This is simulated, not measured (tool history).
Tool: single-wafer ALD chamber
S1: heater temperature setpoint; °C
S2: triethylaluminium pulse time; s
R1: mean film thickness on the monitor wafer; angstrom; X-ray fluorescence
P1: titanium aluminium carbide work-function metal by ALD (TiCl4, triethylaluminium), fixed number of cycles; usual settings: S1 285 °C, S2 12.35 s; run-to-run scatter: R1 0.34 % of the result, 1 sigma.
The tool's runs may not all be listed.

Run 1, day 0.158: S1 285 °C, S2 12.35 s. Result: R1 18.914 angstrom.
Run 2, day 0.325: S1 285 °C, S2 12.35 s. Result: R1 18.786 angstrom.
Run 3, day 0.554: S1 270 °C, S2 12.35 s. Result: R1 17.630 angstrom.
Run 4, day 0.838: S1 285 °C, S2 8.77 s. Result: R1 18.115 angstrom.
Run 5, day 1.017: S1 285 °C, S2 12.35 s. Result: R1 18.889 angstrom.
Run 6, day 1.258: S1 309 °C, S2 12.35 s. Result: R1 21.104 angstrom.
Run 7, day 1.550: S1 285 °C, S2 12.35 s. Result: R1 18.979 angstrom.
Run 8, day 1.771: S1 285 °C, S2 12.35 s. Result: R1 18.943 angstrom.
Run 9, day 2.096: S1 267 °C, S2 19.66 s. Result: R1 17.678 angstrom.
Run 10, day 2.421: S1 303 °C, S2 19.01 s. Result: R1 20.814 angstrom.
Run 11, day 2.583: S1 285 °C, S2 12.35 s. Result: R1 19.049 angstrom.
Run 12, day 2.862: S1 285 °C, S2 20.26 s. Result: R1 19.100 angstrom.
Run 13, day 3.075: S1 285 °C, S2 12.35 s. Result: R1 19.022 angstrom.
Run 14, day 3.338: S1 285 °C, S2 12.35 s. Result: R1 18.735 angstrom.
Run 15, day 3.617: S1 285 °C, S2 12.35 s. Result: R1 18.504 angstrom.
Run 16, day 3.938: S1 285 °C, S2 12.35 s. Result: R1 18.505 angstrom.
Run 17, day 4.171: S1 285 °C, S2 12.35 s. Result: R1 18.502 angstrom.
Run 18, day 4.362: S1 285 °C, S2 12.35 s. Result: R1 18.546 angstrom.
Run 19, day 4.538: S1 285 °C, S2 12.35 s. Result: R1 18.433 angstrom.
Run 20, day 4.775: S1 285 °C, S2 12.35 s. Result: R1 18.325 angstrom.

What P1 gives has crept away from where it was. These 2 causes fit the log equally well, each at the size given:
A: wafer temperature below the value expected at the setpoint (K) = 5.39
B: triethylaluminium dose below that of a fresh bottle (%) = 23.5
The creep began at about day 3.075.

4 check runs are offered, each on 2 wafers whose results are averaged, their results left as question marks. Which one tells the causes apart?
Run check 1, day 5.012: S1 308 °C, S2 12.35 s. Result: R1 ?.
Run check 2, day 5.012: S1 275 °C, S2 12.35 s. Result: R1 ?.
Run check 3, day 5.012: S1 285 °C, S2 19.72 s. Result: R1 ?.
Run check 4, day 5.012: S1 301 °C, S2 12.35 s. Result: R1 ?.

What each check would give under each cause:
  check  result    if A    if B
check 1      R1  20.490  20.449
check 2      R1  17.623  17.638
check 3      R1  18.726  19.114
check 4      R1  19.874  19.846
How far apart the two closest causes lie, in the result that separates them most: check 1 0.2 %; check 2 0.09 %; check 3 2.05 %; check 4 0.14 %
Check 3 tells the causes apart: in the others they would give nearly the same result.

Check 3 was then run and gave: R1 18.708 angstrom. Which cause is it?

It is A: wafer temperature below the value expected at the setpoint (K).
